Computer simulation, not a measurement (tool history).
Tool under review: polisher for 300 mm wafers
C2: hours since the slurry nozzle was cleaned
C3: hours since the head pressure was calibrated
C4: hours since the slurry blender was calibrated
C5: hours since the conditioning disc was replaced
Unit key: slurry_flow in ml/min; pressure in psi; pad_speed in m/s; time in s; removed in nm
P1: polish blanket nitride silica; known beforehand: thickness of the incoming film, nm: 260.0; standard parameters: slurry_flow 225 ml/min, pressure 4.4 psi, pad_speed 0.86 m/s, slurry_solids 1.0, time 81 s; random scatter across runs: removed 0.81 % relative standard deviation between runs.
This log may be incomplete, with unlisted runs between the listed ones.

{"run": 1, "hour": 15.8, "slurry_flow": 225, "pressure": 4.4, "pad_speed": 0.86, "slurry_solids": 1.0, "time": 81, "wafers polished on this pad": 288, "C2": 119.2, "C3": 116.6, "C4": 249.4, "C5": 274.4, "removed": 54.581}
{"run": 2, "hour": 26.4, "slurry_flow": 225, "pressure": 4.4, "pad_speed": 1.24, "slurry_solids": 1.0, "time": 81, "wafers polished on this pad": 397, "C2": 129.8, "C3": 127.2, "C4": 260.0, "C5": 285.0, "removed": 73.897}
{"run": 3, "hour": 40.0, "slurry_flow": 225, "pressure": 3.3, "pad_speed": 0.86, "slurry_solids": 1.0, "time": 81, "wafers polished on this pad": 536, "C2": 143.4, "C3": 140.8, "C4": 273.6, "C5": 298.6, "removed": 41.388}
{"run": 4, "hour": 54.8, "slurry_flow": 225, "pressure": 4.4, "pad_speed": 0.86, "slurry_solids": 1.0, "time": 81, "wafers polished on this pad": 687, "C2": 158.2, "C3": 155.6, "C4": 288.4, "C5": 313.4, "removed": 55.648}
{"run": 5, "hour": 67.3, "slurry_flow": 225, "pressure": 5.7, "pad_speed": 0.86, "slurry_solids": 1.0, "time": 81, "wafers polished on this pad": 815, "C2": 170.7, "C3": 168.1, "C4": 300.9, "C5": 325.9, "removed": 70.715}
{"run": 6, "hour": 86.4, "slurry_flow": 225, "pressure": 4.4, "pad_speed": 0.54, "slurry_solids": 1.0, "time": 81, "wafers polished on this pad": 1010, "C2": 189.8, "C3": 187.2, "C4": 320.0, "C5": 345.0, "removed": 38.007}
{"run": 7, "hour": 98.3, "slurry_flow": 225, "pressure": 6.3, "pad_speed": 0.86, "slurry_solids": 0.6, "time": 81, "wafers polished on this pad": 1132, "C2": 201.7, "C3": 199.1, "C4": 331.9, "C5": 356.9, "removed": 59.435}
{"run": 8, "hour": 107.7, "slurry_flow": 225, "pressure": 4.4, "pad_speed": 0.86, "slurry_solids": 1.0, "time": 81, "wafers polished on this pad": 1228, "C2": 211.1, "C3": 208.5, "C4": 341.3, "C5": 366.3, "removed": 55.165}
{"run": 9, "hour": 123.8, "slurry_flow": 135, "pressure": 4.4, "pad_speed": 0.86, "slurry_solids": 1.0, "time": 81, "wafers polished on this pad": 1393, "C2": 227.2, "C3": 224.6, "C4": 357.4, "C5": 382.4, "removed": 51.434}
{"run": 10, "hour": 138.6, "slurry_flow": 225, "pressure": 4.4, "pad_speed": 0.86, "slurry_solids": 1.0, "time": 81, "wafers polished on this pad": 1544, "C2": 242.0, "C3": 239.4, "C4": 372.2, "C5": 397.2, "removed": 55.205}
{"run": 11, "hour": 152.2, "slurry_flow": 225, "pressure": 4.4, "pad_speed": 0.86, "slurry_solids": 1.3, "time": 81, "wafers polished on this pad": 1683, "C2": 255.6, "C3": 253.0, "C4": 385.8, "C5": 410.8, "removed": 61.483}
{"run": 12, "hour": 165.0, "slurry_flow": 225, "pressure": 4.4, "pad_speed": 0.86, "slurry_solids": 0.5, "time": 81, "wafers polished on this pad": 1814, "C2": 268.4, "C3": 265.8, "C4": 398.6, "C5": 423.6, "removed": 37.639}
{"run": 13, "hour": 180.7, "slurry_flow": 225, "pressure": 4.4, "pad_speed": 0.86, "slurry_solids": 1.0, "time": 43, "wafers polished on this pad": 1975, "C2": 284.1, "C3": 281.5, "C4": 414.3, "C5": 439.3, "removed": 29.263}
{"run": 14, "hour": 192.5, "slurry_flow": 225, "pressure": 4.4, "pad_speed": 0.86, "slurry_solids": 1.0, "time": 126, "wafers polished on this pad": 2095, "C2": 295.9, "C3": 293.3, "C4": 426.1, "C5": 451.1, "removed": 86.26}
{"hour": 204.7, "done": "conditioning disc replaced and pad reconditioned"}
{"run": 15, "hour": 205.8, "slurry_flow": 225, "pressure": 4.4, "pad_speed": 0.86, "slurry_solids": 1.0, "time": 81, "wafers polished on this pad": 2231, "C2": 309.2, "C3": 306.6, "C4": 439.4, "C5": 1.1, "removed": 56.176}
{"run": 16, "hour": 217.2, "slurry_flow": 355, "pressure": 4.4, "pad_speed": 0.86, "slurry_solids": 1.0, "time": 81, "wafers polished on this pad": 2348, "C2": 320.6, "C3": 318.0, "C4": 450.8, "C5": 12.5, "removed": 57.937}
{"hour": 222.8, "done": "head pressure recalibrated"}
{"hour": 226.3, "done": "slurry blender recalibrated"}
{"run": 17, "hour": 235.2, "slurry_flow": 225, "pressure": 6.4, "pad_speed": 0.66, "slurry_solids": 1.0, "time": 81, "wafers polished on this pad": 2532, "C2": 338.6, "C3": 12.4, "C4": 8.9, "C5": 30.5, "removed": 64.294}
{"run": 18, "hour": 253.1, "slurry_flow": 305, "pressure": 4.4, "pad_speed": 0.86, "slurry_solids": 1.0, "time": 104, "wafers polished on this pad": 2715, "C2": 356.5, "C3": 30.3, "C4": 26.8, "C5": 48.4, "removed": 73.282}
{"run": 19, "hour": 268.0, "slurry_flow": 225, "pressure": 4.4, "pad_speed": 0.86, "slurry_solids": 1.0, "time": 81, "wafers polished on this pad": 2867, "C2": 371.4, "C3": 45.2, "C4": 41.7, "C5": 63.3, "removed": 54.622}
{"run": 20, "hour": 282.8, "slurry_flow": 225, "pressure": 4.4, "pad_speed": 0.86, "slurry_solids": 1.0, "time": 81, "wafers polished on this pad": 3019, "C2": 386.2, "C3": 60.0, "C4": 56.5, "C5": 78.1, "removed": 52.895}
{"run": 21, "hour": 294.3, "slurry_flow": 225, "pressure": 4.4, "pad_speed": 0.86, "slurry_solids": 1.0, "time": 81, "wafers polished on this pad": 3136, "C2": 397.7, "C3": 71.5, "C4": 68.0, "C5": 89.6, "removed": 52.584}
{"run": 22, "hour": 306.5, "slurry_flow": 225, "pressure": 4.4, "pad_speed": 0.86, "slurry_solids": 1.0, "time": 81, "wafers polished on this pad": 3261, "C2": 409.9, "C3": 83.7, "C4": 80.2, "C5": 101.8, "removed": 50.023}
{"hour": 314.6, "done": "conditioning disc replaced and pad reconditioned"}
{"hour": 317.7, "done": "head pressure recalibrated"}
{"run": 23, "hour": 324.2, "slurry_flow": 225, "pressure": 4.4, "pad_speed": 0.86, "slurry_solids": 1.0, "time": 81, "wafers polished on this pad": 3442, "C2": 427.6, "C3": 6.5, "C4": 97.9, "C5": 9.7, "removed": 49.742}
{"hour": 332.0, "done": "slurry nozzle cleaned"}
{"run": 24, "hour": 334.6, "slurry_flow": 225, "pressure": 4.4, "pad_speed": 0.86, "slurry_solids": 1.0, "time": 81, "wafers polished on this pad": 3549, "C2": 2.6, "C3": 16.9, "C4": 108.3, "C5": 20.1, "removed": 49.852}
{"run": 25, "hour": 343.4, "slurry_flow": 225, "pressure": 4.4, "pad_speed": 0.86, "slurry_solids": 1.0, "time": 81, "wafers polished on this pad": 3639, "C2": 11.4, "C3": 25.7, "C4": 117.1, "C5": 28.9, "removed": 49.638}
{"run": 26, "hour": 354.5, "slurry_flow": 225, "pressure": 4.4, "pad_speed": 0.86, "slurry_solids": 1.0, "time": 81, "wafers polished on this pad": 3752, "C2": 22.5, "C3": 36.8, "C4": 128.2, "C5": 40.0, "removed": 49.966}
{"run": 27, "hour": 364.5, "slurry_flow": 225, "pressure": 4.4, "pad_speed": 0.86, "slurry_solids": 1.0, "time": 81, "wafers polished on this pad": 3854, "C2": 32.5, "C3": 46.8, "C4": 138.2, "C5": 50.0, "removed": 49.772}

What P1 gives has crept off from where it sat before. The 2 causes that follow fit the log equally well, each at the size noted:
A: removal rate lost through wear of the pad, % = 9.64
B: abrasive missing from the slurry, % = 19
The onset of the drift is placed at about hour 268.0.
Ruled out, with reasons:
slurry flow missing at the pad, %: was serviced at hour 332.0, once the creep was under way, yet the earlier output never came back
head's pressure below its setpoint, %: was serviced at hour 317.7, once the creep was under way, yet the earlier output never came back
time polished since the conditioner stopped cutting, s: was serviced at hour 314.6, once the creep was under way, yet the earlier output never came back

Which of the check runs below tells the causes apart, meaning the causes would give it clearly different results? Each run uses 5 wafers whose results are averaged, and each result is shown as a question mark.
{"run": "check 1", "hour": 374.5, "slurry_flow": 330, "pressure": 5.4, "pad_speed": 0.86, "slurry_solids": 1.0, "time": 81, "removed": "?"}
{"run": "check 2", "hour": 374.5, "slurry_flow": 325, "pressure": 4.4, "pad_speed": 0.86, "slurry_solids": 1.0, "time": 52, "removed": "?"}
{"run": "check 3", "hour": 374.5, "slurry_flow": 225, "pressure": 4.4, "pad_speed": 1.08, "slurry_solids": 1.0, "time": 81, "removed": "?"}
{"run": "check 4", "hour": 374.5, "slurry_flow": 225, "pressure": 4.4, "pad_speed": 0.86, "slurry_solids": 0.55, "time": 81, "removed": "?"}

Expected result of each check under each candidate cause:
check=check_1 result=removed if_A=63.480 if_B=63.484
check=check_2 result=removed if_A=33.164 if_B=33.166
check=check_3 result=removed if_A=59.774 if_B=59.778
check=check_4 result=removed if_A=36.312 if_B=35.210
Smallest distance between any two causes, each pair judged by its most separating result, in per cent: check 1 0.01 %; check 2 0.01 %; check 3 0.01 %; check 4 3.08 %
The other checks would show nearly matching results whichever cause is true, so check 4 is the only one that separates the causes.

Running check 4 produced the following: removed 36.184 nm. Which one of the listed causes fits?

It is A: removal rate lost through wear of the pad, %.
